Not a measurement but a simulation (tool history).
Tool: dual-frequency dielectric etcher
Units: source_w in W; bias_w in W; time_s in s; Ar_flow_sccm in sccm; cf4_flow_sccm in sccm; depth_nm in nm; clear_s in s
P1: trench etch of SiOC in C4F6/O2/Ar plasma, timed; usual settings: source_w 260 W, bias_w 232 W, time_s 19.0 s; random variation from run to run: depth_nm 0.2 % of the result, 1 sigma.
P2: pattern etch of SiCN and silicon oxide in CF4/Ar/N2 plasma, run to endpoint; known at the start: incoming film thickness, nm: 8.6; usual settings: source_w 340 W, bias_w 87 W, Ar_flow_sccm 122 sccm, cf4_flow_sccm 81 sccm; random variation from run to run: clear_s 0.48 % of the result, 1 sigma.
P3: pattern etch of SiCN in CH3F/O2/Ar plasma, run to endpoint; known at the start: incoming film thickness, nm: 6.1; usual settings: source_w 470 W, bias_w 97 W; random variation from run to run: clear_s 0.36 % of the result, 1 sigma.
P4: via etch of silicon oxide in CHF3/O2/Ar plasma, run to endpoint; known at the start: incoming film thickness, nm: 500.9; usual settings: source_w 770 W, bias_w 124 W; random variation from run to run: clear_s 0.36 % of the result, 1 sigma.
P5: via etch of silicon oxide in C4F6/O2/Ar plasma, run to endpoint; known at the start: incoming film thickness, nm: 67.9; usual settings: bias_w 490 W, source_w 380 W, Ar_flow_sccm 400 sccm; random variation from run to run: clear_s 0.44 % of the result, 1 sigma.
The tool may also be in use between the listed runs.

run,hour,process,source_w,bias_w,time_s,Ar_flow_sccm,cf4_flow_sccm,hours since the last wet clean,hours since the last source power generator calibration,hours since the last bias power generator calibration,depth_nm,clear_s
1,6.3,P1,260,232,19.0,,,290.9,2420.1,310.5,36.087,
2,15.6,P1,260,232,19.0,,,300.2,2429.4,319.8,36.099,
3,20.8,P1,260,180,19.0,,,305.4,2434.6,325.0,33.109,
4,27.6,P3,330,97,,,,312.2,2441.4,331.8,,14.816
5,36.1,P1,260,232,19.0,,,320.7,2449.9,340.3,35.990,
6,42.6,P2,340,87,,122,81,327.2,2456.4,346.8,,11.860
7,51.5,P5,380,291,,400,,336.1,2465.3,355.7,,19.104
8,58.7,P1,260,232,11.0,,,343.3,2472.5,362.9,20.860,
9,67.5,P5,380,490,,290,,352.1,2481.3,371.7,,15.397
10,75.7,P1,260,232,19.0,,,360.3,2489.5,379.9,36.010,
11,80.4,P1,200,232,19.0,,,365.0,2494.2,384.6,32.619,
12,90.7,P5,380,490,,400,,375.3,2504.5,394.9,,15.858
13,96.5,P1,310,194,19.0,,,381.1,2510.3,400.7,36.278,
14,103.3,P1,260,299,15.0,,,387.9,2517.1,407.5,31.050,
15,108.7,P3,470,72,,,,393.3,2522.5,412.9,,14.510
16,117.7,P2,340,70,,122,81,402.3,2531.5,421.9,,12.849
17,128.4,P1,360,232,19.0,,,413.0,2542.2,432.6,40.836,
18,133.4,P1,260,280,19.0,,,418.0,2547.2,437.6,38.621,
19,142.7,P5,380,490,,400,,427.3,2556.5,446.9,,15.991
20,149.8,P1,260,232,19.0,,,434.4,2563.6,454.0,36.118,
21,157.0,P1,260,232,19.0,,,441.6,2570.8,461.2,36.029,
22,164.9,P3,470,97,,,,449.5,2578.7,469.1,,13.118
23,172.0,P1,260,232,26.0,,,456.6,2585.8,476.2,49.419,
24,178.6,P2,460,87,,122,81,463.2,2592.4,482.8,,9.166
25,187.4,P4,950,124,,,,472.0,2601.2,491.6,,233.140
26,196.3,P2,340,87,,122,81,480.9,2610.1,500.5,,11.905
27,205.0,P5,530,490,,400,,489.6,2618.8,509.2,,14.017
28,210.4,P2,340,87,,165,81,495.0,2624.2,514.6,,12.553
29,217.9,P4,770,124,,,,502.5,2631.7,522.1,,255.200
30,225.0,P4,770,157,,,,509.6,2638.8,529.2,,234.750
31,234.0,P2,340,87,,122,105,518.6,2647.8,538.2,,11.486
32,243.0,P1,190,232,27.5,,,527.6,2656.8,547.2,46.345,
33,252.6,P4,770,124,,,,537.2,2666.4,556.8,,253.620
34,263.2,P1,260,232,19.0,,,547.8,2677.0,567.4,36.096,
35,271.7,P1,260,232,19.0,,,556.3,2685.5,575.9,35.888,
36,280.4,P1,260,232,19.0,,,565.0,2694.2,584.6,35.480,
37,287.5,P1,260,232,19.0,,,572.1,2701.3,591.7,35.662,

The next listed run, before its measurement:
38,295.3,P1,260,232,19.0,,,579.9,2709.1,599.5,?,

{"run 38": {"depth_nm": 35.6}}
